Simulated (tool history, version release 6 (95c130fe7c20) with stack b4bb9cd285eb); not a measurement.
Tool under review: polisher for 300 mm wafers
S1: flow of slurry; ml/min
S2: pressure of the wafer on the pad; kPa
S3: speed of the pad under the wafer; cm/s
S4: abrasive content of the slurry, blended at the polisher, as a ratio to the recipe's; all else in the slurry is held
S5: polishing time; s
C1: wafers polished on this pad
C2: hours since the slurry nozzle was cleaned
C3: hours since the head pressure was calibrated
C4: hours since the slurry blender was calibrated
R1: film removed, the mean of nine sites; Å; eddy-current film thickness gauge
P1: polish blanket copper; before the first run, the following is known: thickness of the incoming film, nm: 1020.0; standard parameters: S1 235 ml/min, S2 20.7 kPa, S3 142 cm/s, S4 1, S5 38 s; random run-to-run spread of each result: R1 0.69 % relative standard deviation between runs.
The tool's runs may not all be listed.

{"run": 1, "day": 0.279, "S1": 235, "S2": 20.7, "S3": 142, "S4": 1, "S5": 38, "C1": 529, "C2": 162.4, "C3": 306.4, "C4": 146.2, "R1": 1683.2}
{"run": 2, "day": 0.517, "S1": 235, "S2": 20.7, "S3": 142, "S4": 1, "S5": 38, "C1": 581, "C2": 168.1, "C3": 312.1, "C4": 151.9, "R1": 1708.7}
{"run": 3, "day": 0.842, "S1": 235, "S2": 20.7, "S3": 218, "S4": 1, "S5": 38, "C1": 652, "C2": 175.9, "C3": 319.9, "C4": 159.7, "R1": 2552.8}
{"day": 1.171, "done": "head pressure recalibrated"}
{"run": 4, "day": 1.262, "S1": 235, "S2": 20.7, "S3": 142, "S4": 1, "S5": 53, "C1": 744, "C2": 186, "C3": 2.2, "C4": 169.8, "R1": 2333.1}
{"run": 5, "day": 1.683, "S1": 235, "S2": 31.7, "S3": 142, "S4": 1, "S5": 38, "C1": 836, "C2": 196.1, "C3": 12.3, "C4": 179.9, "R1": 2596.6}
{"run": 6, "day": 2.0, "S1": 140, "S2": 20.7, "S3": 142, "S4": 1, "S5": 38, "C1": 905, "C2": 203.7, "C3": 19.9, "C4": 187.5, "R1": 1555.7}
{"run": 7, "day": 2.383, "S1": 235, "S2": 20.7, "S3": 142, "S4": 1, "S5": 19, "C1": 989, "C2": 212.9, "C3": 29.1, "C4": 196.7, "R1": 831.54}
{"run": 8, "day": 2.729, "S1": 235, "S2": 27.6, "S3": 142, "S4": 1.25, "S5": 38, "C1": 1065, "C2": 221.2, "C3": 37.4, "C4": 205, "R1": 2356.5}
{"run": 9, "day": 3.012, "S1": 235, "S2": 20.7, "S3": 68, "S4": 1, "S5": 38, "C1": 1127, "C2": 228, "C3": 44.2, "C4": 211.8, "R1": 808.07}
{"run": 10, "day": 3.383, "S1": 235, "S2": 20.7, "S3": 142, "S4": 1.35, "S5": 38, "C1": 1208, "C2": 236.9, "C3": 53.1, "C4": 220.7, "R1": 1802.4}
{"run": 11, "day": 3.746, "S1": 355, "S2": 20.7, "S3": 142, "S4": 1, "S5": 38, "C1": 1288, "C2": 245.6, "C3": 61.8, "C4": 229.4, "R1": 1764.8}
{"run": 12, "day": 4.104, "S1": 235, "S2": 20.7, "S3": 142, "S4": 1, "S5": 38, "C1": 1366, "C2": 254.2, "C3": 70.4, "C4": 238, "R1": 1699.1}
{"run": 13, "day": 4.425, "S1": 235, "S2": 20.7, "S3": 142, "S4": 1, "S5": 38, "C1": 1436, "C2": 261.9, "C3": 78.1, "C4": 245.7, "R1": 1690.8}
{"run": 14, "day": 4.733, "S1": 235, "S2": 14.5, "S3": 142, "S4": 1, "S5": 38, "C1": 1504, "C2": 269.3, "C3": 85.5, "C4": 253.1, "R1": 1166.6}
{"run": 15, "day": 5.1, "S1": 235, "S2": 20.7, "S3": 142, "S4": 1, "S5": 38, "C1": 1584, "C2": 278.1, "C3": 94.3, "C4": 261.9, "R1": 1701.5}
{"run": 16, "day": 5.392, "S1": 235, "S2": 20.7, "S3": 142, "S4": 0.65, "S5": 38, "C1": 1648, "C2": 285.1, "C3": 101.3, "C4": 268.9, "R1": 1546.8}
{"run": 17, "day": 5.675, "S1": 350, "S2": 20.7, "S3": 142, "S4": 1, "S5": 22, "C1": 1710, "C2": 291.9, "C3": 108.1, "C4": 275.7, "R1": 1012}
{"run": 18, "day": 5.95, "S1": 235, "S2": 20.7, "S3": 142, "S4": 1, "S5": 38, "C1": 1770, "C2": 298.5, "C3": 114.7, "C4": 282.3, "R1": 1688}
{"run": 19, "day": 6.304, "S1": 235, "S2": 20.7, "S3": 86, "S4": 0.6, "S5": 38, "C1": 1848, "C2": 307, "C3": 123.2, "C4": 290.8, "R1": 920.72}
{"run": 20, "day": 6.542, "S1": 235, "S2": 20.7, "S3": 142, "S4": 1, "S5": 38, "C1": 1900, "C2": 312.7, "C3": 128.9, "C4": 296.5, "R1": 1689.5}
{"run": 21, "day": 6.833, "S1": 235, "S2": 20.7, "S3": 142, "S4": 1, "S5": 38, "C1": 1964, "C2": 319.7, "C3": 135.9, "C4": 303.5, "R1": 1648.1}
{"run": 22, "day": 7.112, "S1": 235, "S2": 20.7, "S3": 142, "S4": 1, "S5": 38, "C1": 2025, "C2": 326.4, "C3": 142.6, "C4": 310.2, "R1": 1636.6}
{"run": 23, "day": 7.362, "S1": 235, "S2": 20.7, "S3": 142, "S4": 1, "S5": 38, "C1": 2080, "C2": 332.4, "C3": 148.6, "C4": 316.2, "R1": 1603.3}
{"run": 24, "day": 7.604, "S1": 235, "S2": 20.7, "S3": 142, "S4": 1, "S5": 38, "C1": 2132, "C2": 338.2, "C3": 154.4, "C4": 322, "R1": 1611.9}
{"run": 25, "day": 7.971, "S1": 235, "S2": 20.7, "S3": 142, "S4": 1, "S5": 38, "C1": 2213, "C2": 347, "C3": 163.2, "C4": 330.8, "R1": 1603}
{"day": 8.012, "done": "worn pad replaced by a new one"}
{"day": 8.046, "done": "head pressure recalibrated"}
{"run": 26, "day": 8.421, "S1": 235, "S2": 20.7, "S3": 142, "S4": 1, "S5": 38, "C1": 89, "C2": 357.8, "C3": 9, "C4": 341.6, "R1": 1601.5}
{"run": 27, "day": 8.867, "S1": 235, "S2": 20.7, "S3": 142, "S4": 1, "S5": 38, "C1": 187, "C2": 368.5, "C3": 19.7, "C4": 352.3, "R1": 1597.7}

The log shows P1 creeping away from where it was. Any of the 2 causes listed here, at the size stated for it, fits the log just as well as the others:
A: abrasive missing from the slurry, % = 24.3
B: slurry flow missing at the pad, % = 34.2
Onset of the creep was near day 6.542.
What rules out each remaining cause:
removal rate lost through wear of the pad, %: its service at day 8.012 followed the start of the drift and did not put the process back to its old value
head's pressure below its setpoint, %: its service at day 8.046 followed the start of the drift and did not put the process back to its old value

Consider the 4 check runs below, whose results appear as question marks and each of which averages 2 wafers. Which one distinguishes the causes, in that each cause would give it a clearly different result?
{"run": "check 1", "day": 9.312, "S1": 235, "S2": 28.3, "S3": 142, "S4": 1, "S5": 38, "R1": "?"}
{"run": "check 2", "day": 9.312, "S1": 235, "S2": 14.5, "S3": 142, "S4": 1, "S5": 38, "R1": "?"}
{"run": "check 3", "day": 9.312, "S1": 235, "S2": 20.7, "S3": 112, "S4": 1, "S5": 38, "R1": "?"}
{"run": "check 4", "day": 9.312, "S1": 140, "S2": 20.7, "S3": 142, "S4": 1, "S5": 38, "R1": "?"}

If the cause were each of the candidates in turn, the checks would give the following:
check=check_1 result=R1 if_A=2177.7 if_B=2177.7
check=check_2 result=R1 if_A=1115.4 if_B=1115.4
check=check_3 result=R1 if_A=1256.8 if_B=1256.8
check=check_4 result=R1 if_A=1476.4 if_B=1424.7
Distance between the nearest two causes, measured in the result of the check that separates them most: check 1 0 %; check 2 0 %; check 3 0 %; check 4 3.56 %
Of the check runs offered, only check 4 discriminates between the causes; the rest would read about the same regardless of which cause applies.

With check 4 done, the readings were: R1 1486.5 Å. Identify which of the listed causes applies.

A is the cause: abrasive missing from the slurry, %.
